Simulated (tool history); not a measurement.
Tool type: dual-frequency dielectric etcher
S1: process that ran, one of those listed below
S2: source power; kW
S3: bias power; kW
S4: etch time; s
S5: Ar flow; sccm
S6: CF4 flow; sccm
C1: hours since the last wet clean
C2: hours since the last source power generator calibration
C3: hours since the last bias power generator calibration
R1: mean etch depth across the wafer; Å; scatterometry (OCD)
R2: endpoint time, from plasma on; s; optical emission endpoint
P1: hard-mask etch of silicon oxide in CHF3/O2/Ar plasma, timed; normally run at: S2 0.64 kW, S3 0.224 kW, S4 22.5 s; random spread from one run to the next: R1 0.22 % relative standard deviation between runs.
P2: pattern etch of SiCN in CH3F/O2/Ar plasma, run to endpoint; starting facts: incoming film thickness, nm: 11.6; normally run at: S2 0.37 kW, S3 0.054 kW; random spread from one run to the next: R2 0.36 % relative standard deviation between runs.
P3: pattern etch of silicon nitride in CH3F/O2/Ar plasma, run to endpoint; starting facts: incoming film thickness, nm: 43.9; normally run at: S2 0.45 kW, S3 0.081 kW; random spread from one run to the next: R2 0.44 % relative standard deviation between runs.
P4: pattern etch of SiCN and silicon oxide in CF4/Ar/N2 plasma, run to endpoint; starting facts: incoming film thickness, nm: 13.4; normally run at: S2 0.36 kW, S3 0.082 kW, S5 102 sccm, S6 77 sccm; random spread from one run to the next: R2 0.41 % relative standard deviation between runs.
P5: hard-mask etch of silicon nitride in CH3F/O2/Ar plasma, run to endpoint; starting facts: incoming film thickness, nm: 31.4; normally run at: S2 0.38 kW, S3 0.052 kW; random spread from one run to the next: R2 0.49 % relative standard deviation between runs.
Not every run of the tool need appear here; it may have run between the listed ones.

run	hour	S1	S2	S3	S4	S5	S6	C1	C2	C3	R1	R2
1	8.9	P1	0.64	0.224	22.5			186.2	2674	1797.8	493.07	
2	22.1	P4	0.36	0.082		102	54	199.4	2687.2	1811		18.75
3	38.3	P1	0.85	0.224	22.5			215.6	2703.4	1827.2	551.67	
4	47.3	P4	0.36	0.082		142	77	224.6	2712.4	1836.2		18.64
5	59.2	P1	0.64	0.296	22.5			236.5	2724.3	1848.1	546.62	
6	70.3	P5	0.38	0.052				247.6	2735.4	1859.2		51.829
7	82.2	P3	0.45	0.081				259.5	2747.3	1871.1		58.095
8	94.5	P1	0.41	0.224	14.5			271.8	2759.6	1883.4	269.84	
9	102.7	P1	0.64	0.224	22.5			280	2767.8	1891.6	494.15	
10	118.6	P4	0.36	0.082		102	77	295.9	2783.7	1907.5		17.808
11	134.4	P3	0.36	0.081				311.7	2799.5	1923.3		63.663
12	146.5	P1	0.64	0.224	14			323.8	2811.6	1935.4	305.84	
13	157.4	P4	0.36	0.103		102	77	334.7	2822.5	1946.3		16.383
14	168.7	P2	0.37	0.054				346	2833.8	1957.6		35.675
15	178.1	P3	0.45	0.056				355.4	2843.2	1967		65.692
16	187.3	P1	0.64	0.224	22.5			364.6	2852.4	1976.2	494.7	
17	202.7	P1	0.52	0.224	22.5			380	2867.8	1991.6	456.08	
18	211.6	P1	0.64	0.224	22.5			388.9	2876.7	2000.5	494.18	
19	223.1	P4	0.36	0.082		102	77	400.4	2888.2	2012		17.862
20	234.3	P2	0.25	0.054				411.6	2899.4	2023.2		41.626
21	243.8	P1	0.64	0.224	34			421.1	2908.9	2032.7	746.2	
22	252	P2	0.37	0.054				429.3	2917.1	2040.9		35.981
23	260.4	P1	0.64	0.224	22.5			437.7	2925.5	2049.3	494.55	
24	269.2	P4	0.44	0.082		102	77	446.5	2934.3	2058.1		14.945
25	277.2	P1	0.64	0.224	22.5			454.5	2942.3	2066.1	494.7	
26	285.2	P1	0.64	0.176	22.5			462.5	2950.3	2074.1	454.8	
27	297.6	P2	0.37	0.067				474.9	2962.7	2086.5		33.216
28	305.7	P5	0.53	0.052				483	2970.8	2094.6		45.194
29	319.8	P5	0.38	0.038				497.1	2984.9	2108.7		57.396
30	327.1	P1	0.64	0.224	22.5			504.4	2992.2	2116	493.76	

Forecast run 31:
31	337.3	P1	0.64	0.224	22.5			514.6	3002.4	2126.2	?	

{"run 31": {"R1": 495.97}}
